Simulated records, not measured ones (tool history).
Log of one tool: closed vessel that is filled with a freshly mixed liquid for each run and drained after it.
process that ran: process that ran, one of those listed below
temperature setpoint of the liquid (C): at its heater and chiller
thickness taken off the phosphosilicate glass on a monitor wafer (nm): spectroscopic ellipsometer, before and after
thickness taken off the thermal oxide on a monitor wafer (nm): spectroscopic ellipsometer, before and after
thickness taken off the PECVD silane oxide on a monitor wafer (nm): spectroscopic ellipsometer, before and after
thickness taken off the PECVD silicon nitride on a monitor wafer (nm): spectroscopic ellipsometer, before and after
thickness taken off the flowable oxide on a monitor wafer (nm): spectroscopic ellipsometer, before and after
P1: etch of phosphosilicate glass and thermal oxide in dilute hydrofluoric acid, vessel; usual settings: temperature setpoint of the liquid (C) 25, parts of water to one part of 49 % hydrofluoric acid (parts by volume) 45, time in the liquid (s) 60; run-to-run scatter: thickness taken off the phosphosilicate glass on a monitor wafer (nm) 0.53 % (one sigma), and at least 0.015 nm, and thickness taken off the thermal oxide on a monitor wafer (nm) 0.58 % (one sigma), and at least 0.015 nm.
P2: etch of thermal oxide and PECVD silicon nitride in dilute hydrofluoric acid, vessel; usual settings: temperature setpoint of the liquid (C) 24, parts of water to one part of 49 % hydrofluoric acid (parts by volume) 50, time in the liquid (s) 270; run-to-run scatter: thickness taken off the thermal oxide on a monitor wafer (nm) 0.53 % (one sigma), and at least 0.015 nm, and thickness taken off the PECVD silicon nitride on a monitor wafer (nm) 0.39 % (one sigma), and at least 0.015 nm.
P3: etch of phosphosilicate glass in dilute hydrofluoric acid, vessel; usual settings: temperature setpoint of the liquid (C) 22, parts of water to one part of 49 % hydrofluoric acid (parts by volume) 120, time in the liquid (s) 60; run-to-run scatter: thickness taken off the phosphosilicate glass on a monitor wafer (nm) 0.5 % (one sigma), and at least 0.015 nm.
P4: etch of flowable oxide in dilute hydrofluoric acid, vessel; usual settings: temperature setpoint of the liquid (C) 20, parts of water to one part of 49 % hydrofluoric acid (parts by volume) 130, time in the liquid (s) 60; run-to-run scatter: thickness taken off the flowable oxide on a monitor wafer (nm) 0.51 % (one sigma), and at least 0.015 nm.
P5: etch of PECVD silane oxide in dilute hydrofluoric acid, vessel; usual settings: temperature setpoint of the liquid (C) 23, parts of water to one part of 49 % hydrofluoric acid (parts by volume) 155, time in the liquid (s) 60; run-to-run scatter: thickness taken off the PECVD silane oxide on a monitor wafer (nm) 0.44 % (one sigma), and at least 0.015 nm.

run     day  process that ran  temperature setpoint of the liquid (C)  parts of water to one part of 49 % hydrofluoric acid (parts by volume)  time in the liquid (s)  hours since the thermometer was replaced  hours since the hydrofluoric acid flow meter was replaced  thickness taken off the phosphosilicate glass on a monitor wafer (nm)  thickness taken off the thermal oxide on a monitor wafer (nm)  thickness taken off the PECVD silane oxide on a monitor wafer (nm)  thickness taken off the PECVD silicon nitride on a monitor wafer (nm)  thickness taken off the flowable oxide on a monitor wafer (nm)
  1   0.358                P1                                      25                                                                      45                      60                                     333.7                                                      228.7                                                                 264.15                                                         7.0135
  2   0.767                P1                                      25                                                                      70                      30                                     343.5                                                      238.5                                                                 81.791                                                         2.2074
  3     1.4                P3                                      22                                                                     200                      60                                     358.7                                                      253.7                                                                  21.76
  4   1.996                P5                                      23                                                                     155                      60                                       373                                                        268                                                                                                                                                                                                    14.467
  5   2.533                P2                                      24                                                                      25                     270                                     385.9                                                      280.9                                                                                                                                58.466                                                                                                                                     34.536
  6     2.9                P5                                      23                                                                     155                      30                                     394.7                                                      289.7                                                                                                                                                                                                    7.2094
  7   3.346                P4                                      20                                                                     130                      60                                     405.4                                                      300.4                                                                                                                                                                                                                                                                                                                                           17.012
  8   4.012                P3                                      22                                                                     120                      60                                     421.4                                                      316.4                                                                 39.609
  9   4.696                P3                                      22                                                                     120                      60                                     437.8                                                      332.8                                                                 39.454
 10   5.392                P2                                      24                                                                      50                     270                                     454.5                                                      349.5                                                                                                                                28.455                                                                                                                                      17.61
 11   6.092                P5                                      23                                                                     155                      60                                     471.3                                                      366.3                                                                                                                                                                                                    14.412
 12   6.804                P1                                    19.5                                                                      45                      60                                     488.4                                                      383.4                                                                  208.3                                                         5.6698
 13   7.504                P4                                      20                                                                     130                      60                                     505.2                                                      400.2                                                                                                                                                                                                                                                                                                                                            17.04
 14   8.112                P2                                    28.5                                                                      50                     270                                     519.8                                                      414.8                                                                                                                                34.083                                                                                                                                      23.72
 15   8.438                P1                                    30.5                                                                      65                      60                                     527.6                                                      422.6                                                                 219.37                                                         5.8904
 16   9.129                P4                                      20                                                                     185                      60                                     544.2                                                      439.2                                                                                                                                                                                                                                                                                                                                           11.144
 17   9.529                P4                                      17                                                                     130                      60                                     553.8                                                      448.8                                                                                                                                                                                                                                                                                                                                           14.821
 18    9.95                P5                                      23                                                                      95                      60                                     563.9                                                      458.9                                                                                                                                                                                                    25.309
 19  10.321                P1                                      25                                                                      45                      30                                     572.8                                                      467.8                                                                 131.92                                                         3.5414
 20  10.929                P1                                      25                                                                      45                      60                                     587.4                                                      482.4                                                                 262.38                                                         7.0645
 21  11.558                P1                                      25                                                                      45                      60                                     602.5                                                      497.5                                                                 263.91                                                         7.0415
 22  11.992                P1                                      31                                                                      45                      60                                     612.9                                                      507.9                                                                 333.07                                                          9.015
 23  12.704                P3                                    29.5                                                                     120                      60                                       630                                                        525                                                                 52.574
 24  13.267                P1                                      25                                                                      45                     110                                     643.5                                                      538.5                                                                  477.9                                                         12.869
 25  13.933                P5                                    31.5                                                                     155                      60                                     659.5                                                      554.5                                                                                                                                                                                                    19.711
 26  14.367                P1                                      25                                                                      75                      60                                     669.9                                                      564.9                                                                  152.1                                                         4.1047
 27  14.796                P2                                      24                                                                      50                     125                                     680.2                                                      575.2                                                                                                                                13.154                                                                                                                                     8.2246
 28  15.192                P1                                      25                                                                      20                      60                                     689.7                                                      584.7                                                                  607.2                                                         16.434
 29  15.692                P4                                      20                                                                     130                      90                                     701.7                                                      596.7                                                                                                                                                                                                                                                                                                                                           25.169
 30  16.121                P3                                      22                                                                     120                     115                                       712                                                        607                                                                 76.378
 31  16.492                P1                                      25                                                                      45                      60                                     720.9                                                      615.9                                                                 263.38                                                         7.1036
 32  16.946                P1                                      25                                                                      45                      60                                     731.8                                                      626.8                                                                  261.7                                                         7.0846
 33  17.554                P2                                      24                                                                      50                     270                                     746.4                                                      641.4                                                                                                                                28.749                                                                                                                                      17.67
 34  18.079                P1                                      25                                                                      45                      60                                       759                                                        654                                                                 261.12                                                         7.0965
 35    18.7                P1                                      25                                                                      45                      60                                     773.9                                                      668.9                                                                 254.35                                                         6.8961
 36  19.204                P1                                      25                                                                      45                      60                                       786                                                        681                                                                 248.71                                                         6.7372
 37  19.854                P1                                      25                                                                      45                      60                                     801.6                                                      696.6                                                                 248.18                                                          6.683
 38  20.521                P1                                      25                                                                      45                      60                                     817.6                                                      712.6                                                                 247.56                                                          6.662
 39  21.175                P1                                      25                                                                      45                      60                                     833.3                                                      728.3                                                                 246.24                                                         6.6163
 40  21.862                P1                                      25                                                                      45                      60                                     849.8                                                      744.8                                                                  244.1                                                         6.5698

What P1 gives has crept away from where it was. These 2 causes fit the log equally well, each at the size given:
A: liquid colder than its thermometer reads (K) = 1.63
B: hydrofluoric acid flow below the setpoint (%) = 6.1
The creep began at about day 18.079.

4 check runs are offered, one wafer each, their results left as question marks. Which one tells the causes apart?
check 1  22.55                P3                                      22                                                                     120                      60                                                                                                                                                                           ?
check 2  22.55                P2                                      24                                                                      50                     270                                                                                                                                                                                                                                          ?                                                                                                                                          ?
check 3  22.55                P4                                      20                                                                     130                      60                                                                                                                                                                                                                                                                                                                                                                                                                                                     ?
check 4  22.55                P5                                      23                                                                     155                      60                                                                                                                                                                                                                                                                                                              ?

What each check would give under each cause:
  check                                                                 result    if A    if B
check 1  thickness taken off the phosphosilicate glass on a monitor wafer (nm)  37.068  36.831
check 2          thickness taken off the thermal oxide on a monitor wafer (nm)  26.583   26.59
check 2  thickness taken off the PECVD silicon nitride on a monitor wafer (nm)  15.815  16.608
check 3         thickness taken off the flowable oxide on a monitor wafer (nm)  15.789  15.698
check 4     thickness taken off the PECVD silane oxide on a monitor wafer (nm)  13.548  13.403
How far apart the two closest causes lie, in the result that separates them most: check 1 0.64 %; check 2 4.89 %; check 3 0.58 %; check 4 1.08 %
Check 2 tells the causes apart: in the others they would give nearly the same result.

Check 2 was then run and gave: thickness taken off the thermal oxide on a monitor wafer (nm) 26.327; thickness taken off the PECVD silicon nitride on a monitor wafer (nm) 15.805. Which cause is it?

It is A: liquid colder than its thermometer reads (K).
